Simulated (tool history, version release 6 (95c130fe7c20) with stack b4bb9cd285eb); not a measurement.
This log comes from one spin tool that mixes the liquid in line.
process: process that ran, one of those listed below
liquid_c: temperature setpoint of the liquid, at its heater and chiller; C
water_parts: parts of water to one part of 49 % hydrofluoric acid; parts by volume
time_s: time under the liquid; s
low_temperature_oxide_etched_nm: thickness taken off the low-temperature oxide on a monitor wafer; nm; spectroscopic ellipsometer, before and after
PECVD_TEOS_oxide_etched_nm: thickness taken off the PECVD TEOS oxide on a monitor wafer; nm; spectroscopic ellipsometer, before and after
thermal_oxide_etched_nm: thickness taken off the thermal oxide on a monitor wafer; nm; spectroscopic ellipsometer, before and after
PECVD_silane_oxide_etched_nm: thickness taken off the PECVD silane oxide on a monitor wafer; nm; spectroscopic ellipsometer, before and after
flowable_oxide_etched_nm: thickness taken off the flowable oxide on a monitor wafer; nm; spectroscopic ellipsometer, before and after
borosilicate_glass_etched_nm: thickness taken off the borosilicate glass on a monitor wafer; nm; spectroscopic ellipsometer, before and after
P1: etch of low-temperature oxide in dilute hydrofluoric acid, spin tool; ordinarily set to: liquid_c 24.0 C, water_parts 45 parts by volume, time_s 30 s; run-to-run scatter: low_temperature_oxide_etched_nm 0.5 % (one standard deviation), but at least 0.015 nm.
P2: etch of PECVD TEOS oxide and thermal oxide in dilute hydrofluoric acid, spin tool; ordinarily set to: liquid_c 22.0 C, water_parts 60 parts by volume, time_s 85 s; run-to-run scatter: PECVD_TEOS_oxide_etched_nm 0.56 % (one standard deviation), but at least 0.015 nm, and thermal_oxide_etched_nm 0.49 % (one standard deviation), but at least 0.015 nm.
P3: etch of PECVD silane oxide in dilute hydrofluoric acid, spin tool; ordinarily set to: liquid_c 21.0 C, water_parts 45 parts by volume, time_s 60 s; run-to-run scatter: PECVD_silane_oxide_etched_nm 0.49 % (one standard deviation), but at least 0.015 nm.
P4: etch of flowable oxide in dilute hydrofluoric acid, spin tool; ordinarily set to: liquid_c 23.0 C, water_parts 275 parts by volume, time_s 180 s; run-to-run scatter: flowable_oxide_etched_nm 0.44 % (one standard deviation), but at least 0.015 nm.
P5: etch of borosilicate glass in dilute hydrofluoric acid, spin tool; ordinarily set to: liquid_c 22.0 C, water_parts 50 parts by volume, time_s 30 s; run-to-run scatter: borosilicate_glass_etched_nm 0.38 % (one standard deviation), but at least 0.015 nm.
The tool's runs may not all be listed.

| run | day | process | liquid_c | water_parts | time_s | hours since the thermometer was replaced | hours since the hydrofluoric acid flow meter was replaced | low_temperature_oxide_etched_nm | PECVD_TEOS_oxide_etched_nm | thermal_oxide_etched_nm | PECVD_silane_oxide_etched_nm | flowable_oxide_etched_nm | borosilicate_glass_etched_nm |
|---|---|---|---|---|---|---|---|---|---|---|---|---|---|
| 1 | 0.617 | P1 | 24.0 | 45 | 30 | 214.0 | 303.3 | 11.0830 |  |  |  |  |  |
| 2 | 1.125 | P2 | 27.5 | 60 | 85 | 226.2 | 315.5 |  | 23.451 | 8.2172 |  |  |  |
| 3 | 1.533 | P2 | 22.0 | 60 | 85 | 236.0 | 325.3 |  | 18.697 | 6.5384 |  |  |  |
| 4 | 1.862 | P3 | 28.5 | 45 | 60 | 243.9 | 333.2 |  |  |  | 45.941 |  |  |
| 5 | 2.225 | P1 | 18.5 | 45 | 30 | 252.6 | 341.9 | 8.7496 |  |  |  |  |  |
| 6 | 2.679 | P1 | 24.0 | 45 | 15 | 263.5 | 352.8 | 5.5290 |  |  |  |  |  |
| 7 | 3.012 | P4 | 31.0 | 275 | 180 | 271.5 | 360.8 |  |  |  |  | 35.8670 |  |
| 8 | 3.521 | P3 | 21.0 | 45 | 90 | 283.7 | 373.0 |  |  |  | 50.419 |  |  |
| 9 | 4.008 | P3 | 21.0 | 45 | 60 | 295.4 | 384.7 |  |  |  | 33.755 |  |  |
| 10 | 4.329 | P1 | 31.5 | 45 | 30 | 303.1 | 392.4 | 14.9210 |  |  |  |  |  |
| 11 | 4.804 | P4 | 23.0 | 415 | 180 | 314.5 | 403.8 |  |  |  |  | 16.0820 |  |
| 12 | 5.100 | P1 | 24.0 | 45 | 30 | 321.6 | 410.9 | 11.0150 |  |  |  |  |  |
| 13 | 5.521 | P1 | 24.0 | 45 | 30 | 331.7 | 421.0 | 11.0280 |  |  |  |  |  |
| 14 | 6.138 | P1 | 24.0 | 45 | 50 | 346.5 | 435.8 | 18.4350 |  |  |  |  |  |
| 15 | 6.546 | P2 | 22.0 | 105 | 85 | 356.3 | 445.6 |  | 10.095 | 3.6049 |  |  |  |
| 16 | 7.196 | P5 | 22.0 | 50 | 30 | 371.9 | 461.2 |  |  |  |  |  | 20.976 |
| 17 | 7.671 | P3 | 21.0 | 20 | 60 | 383.3 | 472.6 |  |  |  | 78.459 |  |  |
| 18 | 8.192 | P2 | 22.0 | 60 | 40 | 395.8 | 485.1 |  | 8.718 | 3.0912 |  |  |  |
| 19 | 8.500 | P4 | 23.0 | 275 | 180 | 403.2 | 492.5 |  |  |  |  | 27.5140 |  |
| 20 | 9.067 | P1 | 19.0 | 45 | 45 | 416.8 | 506.1 | 13.3670 |  |  |  |  |  |
| 21 | 9.717 | P5 | 30.0 | 50 | 30 | 432.4 | 521.7 |  |  |  |  |  | 29.224 |
| 22 | 10.271 | P5 | 22.0 | 50 | 15 | 445.7 | 535.0 |  |  |  |  |  | 10.473 |
| 23 | 10.600 | P1 | 24.0 | 45 | 30 | 453.6 | 542.9 | 11.1040 |  |  |  |  |  |
| 24 | 11.112 | P1 | 24.0 | 25 | 30 | 465.9 | 555.2 | 20.2410 |  |  |  |  |  |
| 25 | 11.417 | P5 | 22.0 | 50 | 30 | 473.2 | 562.5 |  |  |  |  |  | 21.051 |
| 26 | 11.758 | P5 | 22.0 | 80 | 30 | 481.4 | 570.7 |  |  |  |  |  | 12.638 |
| 27 | 12.075 | P4 | 23.0 | 275 | 30 | 489.0 | 578.3 |  |  |  |  | 4.5687 |  |
| 28 | 12.612 | P1 | 24.0 | 45 | 30 | 501.9 | 591.2 | 10.9920 |  |  |  |  |  |

Run 29, settings as shown, results not yet in. Your forecast:
| 29 | 13.271 | P1 | 24.0 | 75 | 30 | 517.7 | 607.0 | ? |  |  |  |  |  |

low_temperature_oxide_etched_nm: 6.3504 nm
